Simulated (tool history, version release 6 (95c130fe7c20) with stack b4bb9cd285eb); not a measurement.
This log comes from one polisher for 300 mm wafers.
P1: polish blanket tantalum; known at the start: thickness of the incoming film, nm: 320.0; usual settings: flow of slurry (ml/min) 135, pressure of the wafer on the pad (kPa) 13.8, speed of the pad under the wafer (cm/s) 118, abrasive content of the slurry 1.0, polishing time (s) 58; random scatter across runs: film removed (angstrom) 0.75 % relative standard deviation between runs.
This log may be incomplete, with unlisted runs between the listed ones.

run	hour	flow of slurry (ml/min)	pressure of the wafer on the pad (kPa)	speed of the pad under the wafer (cm/s)	abrasive content of the slurry	polishing time (s)	film removed (angstrom)
1	4.8	135	13.8	118	1.0	58	962.73
2	8.1	135	13.8	118	1.0	58	963.58
3	11.9	135	13.8	118	1.4	58	1031.40
4	15.9	135	13.8	176	1.0	83	2029.90
5	22.7	135	13.8	118	1.0	58	963.33
6	28.6	135	6.2	118	1.0	58	430.34
7	34.6	135	13.8	118	1.0	85	1407.40
8	40.0	135	13.8	118	1.0	58	963.83
9	44.4	135	13.8	166	1.0	80	1848.60
10	50.7	135	13.8	54	1.0	58	438.94
11	56.4	135	13.8	118	1.0	26	433.68
12	62.3	135	13.8	118	1.0	58	963.57
13	66.9	135	13.8	156	1.0	58	1263.00
14	73.6	95	13.8	118	1.0	58	879.04
# hour 75.5: slurry nozzle cleaned
15	79.5	135	18.6	118	1.0	58	1289.60

Run 16 has not been measured yet. What should we expect?
16	82.9	205	13.8	118	1.0	58	?

film removed (angstrom): 1012.70
